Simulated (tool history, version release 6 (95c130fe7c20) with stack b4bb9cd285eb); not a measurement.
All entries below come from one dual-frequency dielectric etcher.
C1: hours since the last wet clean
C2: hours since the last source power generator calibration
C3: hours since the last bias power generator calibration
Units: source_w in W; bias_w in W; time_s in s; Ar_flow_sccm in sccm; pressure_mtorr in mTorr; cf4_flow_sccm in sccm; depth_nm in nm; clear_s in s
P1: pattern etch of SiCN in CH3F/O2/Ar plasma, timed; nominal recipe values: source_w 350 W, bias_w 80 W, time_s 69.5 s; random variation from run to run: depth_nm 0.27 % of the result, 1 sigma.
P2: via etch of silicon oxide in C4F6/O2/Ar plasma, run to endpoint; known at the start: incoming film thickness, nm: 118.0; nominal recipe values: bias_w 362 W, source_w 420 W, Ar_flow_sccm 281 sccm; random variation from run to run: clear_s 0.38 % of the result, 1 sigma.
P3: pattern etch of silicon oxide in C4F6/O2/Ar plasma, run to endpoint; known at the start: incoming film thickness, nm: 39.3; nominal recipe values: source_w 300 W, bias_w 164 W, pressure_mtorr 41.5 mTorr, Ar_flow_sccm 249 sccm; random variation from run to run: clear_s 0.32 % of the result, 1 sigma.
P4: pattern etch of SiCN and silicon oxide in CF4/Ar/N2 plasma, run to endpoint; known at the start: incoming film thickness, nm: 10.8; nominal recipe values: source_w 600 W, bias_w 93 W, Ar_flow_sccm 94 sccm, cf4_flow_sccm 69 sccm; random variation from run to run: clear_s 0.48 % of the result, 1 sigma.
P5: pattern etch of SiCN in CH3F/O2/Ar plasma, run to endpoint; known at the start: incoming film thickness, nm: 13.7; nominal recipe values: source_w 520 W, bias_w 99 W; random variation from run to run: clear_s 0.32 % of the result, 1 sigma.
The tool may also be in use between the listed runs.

{"run": 1, "day": 0.267, "process": "P1", "source_w": 350, "bias_w": 80, "time_s": 69.5, "C1": 118.5, "C2": 678, "C3": 2060.6, "depth_nm": 27.194}
{"run": 2, "day": 0.538, "process": "P1", "source_w": 350, "bias_w": 101, "time_s": 69.5, "C1": 125, "C2": 684.5, "C3": 2067.1, "depth_nm": 29.577}
{"run": 3, "day": 0.746, "process": "P1", "source_w": 350, "bias_w": 80, "time_s": 69.5, "C1": 130, "C2": 689.5, "C3": 2072.1, "depth_nm": 27.132}
{"run": 4, "day": 1.046, "process": "P2", "source_w": 420, "bias_w": 362, "Ar_flow_sccm": 281, "C1": 137.2, "C2": 696.7, "C3": 2079.3, "clear_s": 27.998}
{"run": 5, "day": 1.4, "process": "P2", "source_w": 420, "bias_w": 492, "Ar_flow_sccm": 281, "C1": 145.7, "C2": 705.2, "C3": 2087.8, "clear_s": 25.165}
{"run": 6, "day": 1.592, "process": "P5", "source_w": 520, "bias_w": 99, "C1": 150.3, "C2": 709.8, "C3": 2092.4, "clear_s": 29.879}
{"run": 7, "day": 1.917, "process": "P1", "source_w": 350, "bias_w": 51, "time_s": 40, "C1": 158.1, "C2": 717.6, "C3": 2100.2, "depth_nm": 13.401}
{"run": 8, "day": 2.242, "process": "P3", "source_w": 300, "bias_w": 131, "Ar_flow_sccm": 249, "pressure_mtorr": 41.5, "C1": 165.9, "C2": 725.4, "C3": 2108, "clear_s": 15.819}
{"run": 9, "day": 2.667, "process": "P1", "source_w": 350, "bias_w": 80, "time_s": 69.5, "C1": 176.1, "C2": 735.6, "C3": 2118.2, "depth_nm": 27.145}
{"run": 10, "day": 3.112, "process": "P1", "source_w": 350, "bias_w": 96, "time_s": 54, "C1": 186.8, "C2": 746.3, "C3": 2128.9, "depth_nm": 22.571}
{"run": 11, "day": 3.333, "process": "P4", "source_w": 600, "bias_w": 93, "Ar_flow_sccm": 94, "cf4_flow_sccm": 69, "C1": 192.1, "C2": 751.6, "C3": 2134.2, "clear_s": 8.8043}
{"run": 12, "day": 3.646, "process": "P2", "source_w": 420, "bias_w": 362, "Ar_flow_sccm": 281, "C1": 199.6, "C2": 759.1, "C3": 2141.7, "clear_s": 28.084}
{"run": 13, "day": 3.958, "process": "P3", "source_w": 300, "bias_w": 164, "Ar_flow_sccm": 249, "pressure_mtorr": 41.5, "C1": 207.1, "C2": 766.6, "C3": 2149.2, "clear_s": 14.817}
{"run": 14, "day": 4.358, "process": "P3", "source_w": 300, "bias_w": 164, "Ar_flow_sccm": 249, "pressure_mtorr": 57, "C1": 216.7, "C2": 776.2, "C3": 2158.8, "clear_s": 15.23}
{"run": 15, "day": 4.721, "process": "P4", "source_w": 600, "bias_w": 93, "Ar_flow_sccm": 75, "cf4_flow_sccm": 69, "C1": 225.4, "C2": 784.9, "C3": 2167.5, "clear_s": 8.5986}
{"run": 16, "day": 5.158, "process": "P4", "source_w": 730, "bias_w": 93, "Ar_flow_sccm": 94, "cf4_flow_sccm": 69, "C1": 235.9, "C2": 795.4, "C3": 2178, "clear_s": 7.4101}
{"run": 17, "day": 5.579, "process": "P2", "source_w": 580, "bias_w": 362, "Ar_flow_sccm": 281, "C1": 246, "C2": 805.5, "C3": 2188.1, "clear_s": 24.739}
{"run": 18, "day": 5.871, "process": "P5", "source_w": 420, "bias_w": 99, "C1": 253, "C2": 812.5, "C3": 2195.1, "clear_s": 32.53}
{"run": 19, "day": 6.138, "process": "P1", "source_w": 350, "bias_w": 80, "time_s": 48, "C1": 259.4, "C2": 818.9, "C3": 2201.5, "depth_nm": 18.761}
{"run": 20, "day": 6.396, "process": "P1", "source_w": 350, "bias_w": 80, "time_s": 69.5, "C1": 265.6, "C2": 825.1, "C3": 2207.7, "depth_nm": 27.18}
{"run": 21, "day": 6.679, "process": "P1", "source_w": 350, "bias_w": 80, "time_s": 85, "C1": 272.4, "C2": 831.9, "C3": 2214.5, "depth_nm": 33.095}
{"run": 22, "day": 6.954, "process": "P1", "source_w": 460, "bias_w": 80, "time_s": 69.5, "C1": 279, "C2": 838.5, "C3": 2221.1, "depth_nm": 30.066}
{"day": 7.033, "done": "source power generator calibrated"}
{"run": 23, "day": 7.204, "process": "P4", "source_w": 600, "bias_w": 93, "Ar_flow_sccm": 94, "cf4_flow_sccm": 69, "C1": 285, "C2": 4.1, "C3": 2227.1, "clear_s": 8.816}
{"run": 24, "day": 7.5, "process": "P3", "source_w": 300, "bias_w": 164, "Ar_flow_sccm": 249, "pressure_mtorr": 41.5, "C1": 292.1, "C2": 11.2, "C3": 2234.2, "clear_s": 14.749}
{"run": 25, "day": 7.729, "process": "P4", "source_w": 600, "bias_w": 114, "Ar_flow_sccm": 94, "cf4_flow_sccm": 69, "C1": 297.6, "C2": 16.7, "C3": 2239.7, "clear_s": 8.2435}
{"run": 26, "day": 8.1, "process": "P3", "source_w": 370, "bias_w": 164, "Ar_flow_sccm": 249, "pressure_mtorr": 41.5, "C1": 306.5, "C2": 25.6, "C3": 2248.6, "clear_s": 13.629}
{"run": 27, "day": 8.308, "process": "P2", "source_w": 420, "bias_w": 362, "Ar_flow_sccm": 389, "C1": 311.5, "C2": 30.6, "C3": 2253.6, "clear_s": 29.254}
{"run": 28, "day": 8.654, "process": "P1", "source_w": 350, "bias_w": 80, "time_s": 69.5, "C1": 319.8, "C2": 38.9, "C3": 2261.9, "depth_nm": 26.985}
{"run": 29, "day": 9.025, "process": "P1", "source_w": 350, "bias_w": 59, "time_s": 69.5, "C1": 328.7, "C2": 47.8, "C3": 2270.8, "depth_nm": 24.397}
{"run": 30, "day": 9.338, "process": "P3", "source_w": 300, "bias_w": 164, "Ar_flow_sccm": 314, "pressure_mtorr": 41.5, "C1": 336.2, "C2": 55.3, "C3": 2278.3, "clear_s": 15.126}
{"run": 31, "day": 9.554, "process": "P1", "source_w": 350, "bias_w": 80, "time_s": 69.5, "C1": 341.4, "C2": 60.5, "C3": 2283.5, "depth_nm": 27.072}
{"run": 32, "day": 9.85, "process": "P1", "source_w": 220, "bias_w": 80, "time_s": 69.5, "C1": 348.5, "C2": 67.6, "C3": 2290.6, "depth_nm": 22.933}
{"run": 33, "day": 10.092, "process": "P5", "source_w": 520, "bias_w": 131, "C1": 354.3, "C2": 73.4, "C3": 2296.4, "clear_s": 27.004}
{"run": 34, "day": 10.379, "process": "P4", "source_w": 600, "bias_w": 93, "Ar_flow_sccm": 94, "cf4_flow_sccm": 93, "C1": 361.2, "C2": 80.3, "C3": 2303.3, "clear_s": 8.4417}
{"run": 35, "day": 10.583, "process": "P1", "source_w": 350, "bias_w": 80, "time_s": 69.5, "C1": 366.1, "C2": 85.2, "C3": 2308.2, "depth_nm": 27.055}
{"run": 36, "day": 10.879, "process": "P1", "source_w": 350, "bias_w": 80, "time_s": 69.5, "C1": 373.2, "C2": 92.3, "C3": 2315.3, "depth_nm": 26.885}
{"run": 37, "day": 11.271, "process": "P1", "source_w": 350, "bias_w": 80, "time_s": 69.5, "C1": 382.6, "C2": 101.7, "C3": 2324.7, "depth_nm": 27.022}
{"run": 38, "day": 11.583, "process": "P1", "source_w": 350, "bias_w": 80, "time_s": 69.5, "C1": 390.1, "C2": 109.2, "C3": 2332.2, "depth_nm": 26.855}
{"run": 39, "day": 11.983, "process": "P1", "source_w": 350, "bias_w": 80, "time_s": 69.5, "C1": 399.7, "C2": 118.8, "C3": 2341.8, "depth_nm": 26.796}
{"run": 40, "day": 12.367, "process": "P1", "source_w": 350, "bias_w": 80, "time_s": 69.5, "C1": 408.9, "C2": 128, "C3": 2351, "depth_nm": 26.733}
{"run": 41, "day": 12.75, "process": "P1", "source_w": 350, "bias_w": 80, "time_s": 69.5, "C1": 418.1, "C2": 137.2, "C3": 2360.2, "depth_nm": 26.76}
{"run": 42, "day": 13.167, "process": "P1", "source_w": 350, "bias_w": 80, "time_s": 69.5, "C1": 428.1, "C2": 147.2, "C3": 2370.2, "depth_nm": 26.753}
{"day": 13.196, "done": "wet clean of the chamber"}
{"run": 43, "day": 13.567, "process": "P1", "source_w": 350, "bias_w": 80, "time_s": 69.5, "C1": 9, "C2": 156.8, "C3": 2379.8, "depth_nm": 26.878}
{"run": 44, "day": 13.775, "process": "P1", "source_w": 350, "bias_w": 80, "time_s": 69.5, "C1": 14, "C2": 161.8, "C3": 2384.8, "depth_nm": 26.725}
{"run": 45, "day": 14.025, "process": "P1", "source_w": 350, "bias_w": 80, "time_s": 69.5, "C1": 20, "C2": 167.8, "C3": 2390.8, "depth_nm": 26.729}
{"run": 46, "day": 14.458, "process": "P1", "source_w": 350, "bias_w": 80, "time_s": 69.5, "C1": 30.4, "C2": 178.2, "C3": 2401.2, "depth_nm": 26.782}

Something has made what P1 gives creep away from where it was; the 2 causes below, each at its own stated size, fit the log equally well:
A: source power that arrives under what is set, % = 4.02
B: bias power that arrives under what is set, % = 4.12
The onset of the drift is placed at about day 10.583.
Why every other cause is out:
chamber walls in a state that lowers the etch rate, %: serviced at day 13.196, after the change had begun; the process did not return to its earlier output

The list below offers 4 check runs, each averaging the results of 3 wafers, and shows each result as a question mark. For which of them would the listed causes give clearly different results?
{"run": "check 1", "day": 14.892, "process": "P4", "source_w": 600, "bias_w": 93, "Ar_flow_sccm": 94, "cf4_flow_sccm": 69, "clear_s": "?"}
{"run": "check 2", "day": 14.892, "process": "P5", "source_w": 520, "bias_w": 99, "clear_s": "?"}
{"run": "check 3", "day": 14.892, "process": "P3", "source_w": 300, "bias_w": 164, "Ar_flow_sccm": 249, "pressure_mtorr": 41.5, "clear_s": "?"}
{"run": "check 4", "day": 14.892, "process": "P2", "source_w": 420, "bias_w": 362, "Ar_flow_sccm": 281, "clear_s": "?"}

Check results expected under each cause:
check=check_1 result=clear_s if_A=9.1257 if_B=8.9309
check=check_2 result=clear_s if_A=30.377 if_B=30.386
check=check_3 result=clear_s if_A=14.985 if_B=14.945
check=check_4 result=clear_s if_A=28.516 if_B=28.502
How far apart the two closest causes lie, in the result that separates them most: check 1 2.16 %; check 2 0.03 %; check 3 0.27 %; check 4 0.05 %
Only in check 1 would the causes give clearly different results; in the remaining checks their results would be nearly the same.

After running check 1, the following was obtained: clear_s 9.1079 s. Which cause does this point to?

It was cause A: source power that arrives under what is set, %.
